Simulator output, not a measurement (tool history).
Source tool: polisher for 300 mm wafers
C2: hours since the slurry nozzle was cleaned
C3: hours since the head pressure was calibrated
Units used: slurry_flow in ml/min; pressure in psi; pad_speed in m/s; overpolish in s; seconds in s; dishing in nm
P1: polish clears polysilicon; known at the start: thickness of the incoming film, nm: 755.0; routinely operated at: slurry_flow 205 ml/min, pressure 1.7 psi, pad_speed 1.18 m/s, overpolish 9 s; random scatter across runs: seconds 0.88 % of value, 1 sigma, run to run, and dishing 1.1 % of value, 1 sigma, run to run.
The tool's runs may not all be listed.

run 1 hour=8.8 | slurry_flow=205 pressure=1.7 pad_speed=1.18 overpolish=9 | wafers_polished_on_this_pad=171 C2=118.6 C3=54.1 | seconds=70.51 dishing=42.792
run 2 hour=16.7 | slurry_flow=205 pressure=1.7 pad_speed=1.18 overpolish=15 | wafers_polished_on_this_pad=246 C2=126.5 C3=62 | seconds=71.238 dishing=49.236
run 3 hour=30.3 | slurry_flow=205 pressure=1.7 pad_speed=1.18 overpolish=9 | wafers_polished_on_this_pad=375 C2=140.1 C3=75.6 | seconds=72.267 dishing=43.394
run 4 hour=42.1 | slurry_flow=205 pressure=1.7 pad_speed=1.18 overpolish=9 | wafers_polished_on_this_pad=486 C2=151.9 C3=87.4 | seconds=71.589 dishing=43.278
run 5 hour=52.4 | slurry_flow=205 pressure=1.1 pad_speed=1.18 overpolish=9 | wafers_polished_on_this_pad=584 C2=162.2 C3=97.7 | seconds=110.09 dishing=34.697
run 6 hour=63.3 | slurry_flow=205 pressure=2.3 pad_speed=1.18 overpolish=9 | wafers_polished_on_this_pad=687 C2=173.1 C3=108.6 | seconds=53.059 dishing=46.57
run 7 hour=71.8 | slurry_flow=205 pressure=1.7 pad_speed=1.18 overpolish=9 | wafers_polished_on_this_pad=768 C2=181.6 C3=117.1 | seconds=71.078 dishing=43.377
run 8 hour=83.5 | slurry_flow=205 pressure=1.7 pad_speed=1.5 overpolish=9 | wafers_polished_on_this_pad=879 C2=193.3 C3=128.8 | seconds=56.35 dishing=46.328
run 9 hour=96.9 | slurry_flow=260 pressure=1.7 pad_speed=1.18 overpolish=9 | wafers_polished_on_this_pad=1006 C2=206.7 C3=142.2 | seconds=69.239 dishing=43.092
run 10 hour=106 | slurry_flow=125 pressure=1.7 pad_speed=1.18 overpolish=5 | wafers_polished_on_this_pad=1092 C2=215.8 C3=151.3 | seconds=77.746 dishing=30.775
run 11 hour=117.7 | slurry_flow=260 pressure=1.7 pad_speed=1.46 overpolish=9 | wafers_polished_on_this_pad=1203 C2=227.5 C3=163 | seconds=56.825 dishing=45.856
run 12 hour=130.9 | slurry_flow=205 pressure=1.7 pad_speed=1.18 overpolish=3 | wafers_polished_on_this_pad=1328 C2=240.7 C3=176.2 | seconds=70.289 dishing=23.409
run 13 hour=145.8 | slurry_flow=205 pressure=1.7 pad_speed=1.18 overpolish=9 | wafers_polished_on_this_pad=1469 C2=255.6 C3=191.1 | seconds=70.512 dishing=41.826
run 14 hour=158.6 | slurry_flow=125 pressure=1.7 pad_speed=1.18 overpolish=9 | wafers_polished_on_this_pad=1591 C2=268.4 C3=203.9 | seconds=77.258 dishing=41.731
run 15 hour=166.7 | slurry_flow=205 pressure=1.7 pad_speed=0.8 overpolish=9 | wafers_polished_on_this_pad=1667 C2=276.5 C3=212 | seconds=105.3 dishing=36.766
run 16 hour=173.3 | slurry_flow=205 pressure=1.7 pad_speed=1.18 overpolish=9 | wafers_polished_on_this_pad=1730 C2=283.1 C3=218.6 | seconds=71.946 dishing=42.86
run 17 hour=187.9 | slurry_flow=205 pressure=1.7 pad_speed=1.18 overpolish=9 | wafers_polished_on_this_pad=1868 C2=297.7 C3=233.2 | seconds=72.159 dishing=42.831
run 18 hour=197.7 | slurry_flow=205 pressure=1.7 pad_speed=1.18 overpolish=9 | wafers_polished_on_this_pad=1961 C2=307.5 C3=243 | seconds=72.511 dishing=41.961
run 19 hour=210.6 | slurry_flow=205 pressure=1.7 pad_speed=1.18 overpolish=9 | wafers_polished_on_this_pad=2083 C2=320.4 C3=255.9 | seconds=73.418 dishing=41.622
-- hour=222.7 head pressure recalibrated
run 20 hour=225 | slurry_flow=205 pressure=1.7 pad_speed=1.18 overpolish=9 | wafers_polished_on_this_pad=2220 C2=334.8 C3=2.4 | seconds=75.82 dishing=42.593
run 21 hour=235.9 | slurry_flow=205 pressure=1.7 pad_speed=1.18 overpolish=9 | wafers_polished_on_this_pad=2323 C2=345.7 C3=13.3 | seconds=76.478 dishing=41.505
run 22 hour=247.8 | slurry_flow=205 pressure=1.7 pad_speed=1.18 overpolish=9 | wafers_polished_on_this_pad=2436 C2=357.6 C3=25.2 | seconds=76.454 dishing=42.013
run 23 hour=255.4 | slurry_flow=205 pressure=1.7 pad_speed=1.18 overpolish=9 | wafers_polished_on_this_pad=2508 C2=365.2 C3=32.8 | seconds=76.79 dishing=41.051
run 24 hour=270.2 | slurry_flow=205 pressure=1.7 pad_speed=1.18 overpolish=9 | wafers_polished_on_this_pad=2648 C2=380 C3=47.6 | seconds=76.306 dishing=41.663
run 25 hour=281.7 | slurry_flow=205 pressure=1.7 pad_speed=1.18 overpolish=9 | wafers_polished_on_this_pad=2757 C2=391.5 C3=59.1 | seconds=76.553 dishing=41.982

What P1 gives has crept off from where it sat before. The 2 causes that follow fit the log equally well, each at the size noted:
A: slurry flow missing at the pad, % = 36.1
B: removal rate lost through wear of the pad, % = 6.95
The onset of the drift is placed at about hour 187.9.
What rules out each remaining cause:
head's pressure below its setpoint, %: serviced at hour 222.7, after the drift had started, without restoring the earlier output

You are offered 4 check runs, listed below with question marks in place of their results; each one averages 3 wafers. Which run separates the listed causes by giving clearly different results for each?
run check 1 hour=293.2 | slurry_flow=205 pressure=1.7 pad_speed=1.18 overpolish=14 | seconds=? dishing=?
run check 2 hour=293.2 | slurry_flow=125 pressure=2.2 pad_speed=1.18 overpolish=9 | seconds=? dishing=?
run check 3 hour=293.2 | slurry_flow=205 pressure=1.7 pad_speed=1.18 overpolish=4 | seconds=? dishing=?
run check 4 hour=293.2 | slurry_flow=205 pressure=1.1 pad_speed=1.18 overpolish=14 | seconds=? dishing=?

What every check run would give for each of its results, assuming each possible cause in turn:
check=check_1 result=seconds if_A=76.757 if_B=76.765
check=check_1 result=dishing if_A=47.613 if_B=47.612
check=check_2 result=seconds if_A=67.005 if_B=64.343
check=check_2 result=dishing if_A=43.722 if_B=44.315
check=check_3 result=seconds if_A=76.757 if_B=76.765
check=check_3 result=dishing if_A=26.661 if_B=26.66
check=check_4 result=seconds if_A=118.62 if_B=118.64
check=check_4 result=dishing if_A=41.691 if_B=41.689
Gap, in per cent, between the two causes that each check separates least, read from the result that separates them most: check 1 0.01 %; check 2 4.05 %; check 3 0.01 %; check 4 0.01 %
Of the check runs offered, only check 2 discriminates between the causes; the rest would read about the same regardless of which cause applies.

Check 2 has now been run. It gave: seconds 66.888 s; dishing 44.105 nm. Which of the candidate causes is it?

The correct cause is A, namely: slurry flow missing at the pad, %.

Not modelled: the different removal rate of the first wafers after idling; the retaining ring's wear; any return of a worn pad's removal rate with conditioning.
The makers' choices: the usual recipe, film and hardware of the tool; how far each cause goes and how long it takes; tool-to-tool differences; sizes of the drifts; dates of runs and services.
